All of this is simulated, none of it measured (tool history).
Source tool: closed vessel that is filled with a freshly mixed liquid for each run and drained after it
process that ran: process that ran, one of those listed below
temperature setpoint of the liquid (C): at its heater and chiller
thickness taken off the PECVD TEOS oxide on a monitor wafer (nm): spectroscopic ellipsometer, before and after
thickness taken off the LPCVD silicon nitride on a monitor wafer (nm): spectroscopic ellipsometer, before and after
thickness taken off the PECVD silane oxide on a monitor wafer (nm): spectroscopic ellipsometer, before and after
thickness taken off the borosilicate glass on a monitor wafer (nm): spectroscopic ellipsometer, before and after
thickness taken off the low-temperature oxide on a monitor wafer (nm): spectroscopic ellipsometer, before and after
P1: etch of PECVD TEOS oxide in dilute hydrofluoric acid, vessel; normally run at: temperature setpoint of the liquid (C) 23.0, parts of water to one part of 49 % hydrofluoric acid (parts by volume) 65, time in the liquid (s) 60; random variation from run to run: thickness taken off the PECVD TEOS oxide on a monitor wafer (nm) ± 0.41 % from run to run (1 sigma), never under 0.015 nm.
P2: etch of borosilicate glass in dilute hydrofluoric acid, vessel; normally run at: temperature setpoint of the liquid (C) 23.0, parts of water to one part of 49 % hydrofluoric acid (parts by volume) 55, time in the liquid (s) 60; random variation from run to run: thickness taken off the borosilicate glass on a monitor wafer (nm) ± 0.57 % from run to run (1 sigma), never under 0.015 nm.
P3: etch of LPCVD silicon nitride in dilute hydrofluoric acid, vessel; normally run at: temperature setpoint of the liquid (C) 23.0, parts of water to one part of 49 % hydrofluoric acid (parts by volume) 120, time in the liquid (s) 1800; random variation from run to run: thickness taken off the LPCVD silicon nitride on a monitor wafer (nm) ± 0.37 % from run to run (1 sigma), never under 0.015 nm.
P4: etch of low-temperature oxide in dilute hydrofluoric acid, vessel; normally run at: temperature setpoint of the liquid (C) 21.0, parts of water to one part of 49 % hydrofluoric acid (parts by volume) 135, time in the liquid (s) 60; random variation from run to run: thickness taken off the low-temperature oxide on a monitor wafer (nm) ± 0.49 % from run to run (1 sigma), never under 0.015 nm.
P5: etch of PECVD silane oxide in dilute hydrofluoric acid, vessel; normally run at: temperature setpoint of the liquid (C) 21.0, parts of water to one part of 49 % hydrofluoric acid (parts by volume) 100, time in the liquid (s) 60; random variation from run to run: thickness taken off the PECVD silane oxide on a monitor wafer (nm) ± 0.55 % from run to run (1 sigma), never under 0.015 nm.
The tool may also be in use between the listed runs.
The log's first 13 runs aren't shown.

run,hour,process that ran,temperature setpoint of the liquid (C),parts of water to one part of 49 % hydrofluoric acid (parts by volume),time in the liquid (s),thickness taken off the PECVD TEOS oxide on a monitor wafer (nm),thickness taken off the LPCVD silicon nitride on a monitor wafer (nm),thickness taken off the PECVD silane oxide on a monitor wafer (nm),thickness taken off the borosilicate glass on a monitor wafer (nm),thickness taken off the low-temperature oxide on a monitor wafer (nm)
14,176.6,P1,23.0,65,60,12.9380,,,,
15,186.7,P2,23.0,55,60,,,,35.126,
16,197.7,P1,23.0,40,60,21.8590,,,,
17,207.7,P4,21.0,220,60,,,,,3.8873
18,219.9,P2,23.0,55,60,,,,35.636,
19,228.2,P5,17.0,100,60,,,17.799,,
20,241.7,P2,23.0,20,60,,,,102.530,
21,250.4,P4,21.0,135,60,,,,,6.9267
22,264.4,P1,23.0,65,60,13.0540,,,,
23,279.6,P5,21.0,100,115,,,39.889,,
24,291.0,P3,17.0,120,1800,,5.4824,,,
25,302.1,P5,21.0,100,60,,,20.804,,
26,313.8,P1,23.0,35,35,14.7400,,,,
27,320.7,P5,21.0,100,60,,,20.805,,
28,336.3,P4,21.0,135,30,,,,,3.4796

The next listed run, before its measurement:
29,345.8,P1,23.0,65,60,?,,,,

thickness taken off the PECVD TEOS oxide on a monitor wafer (nm): 13.0290
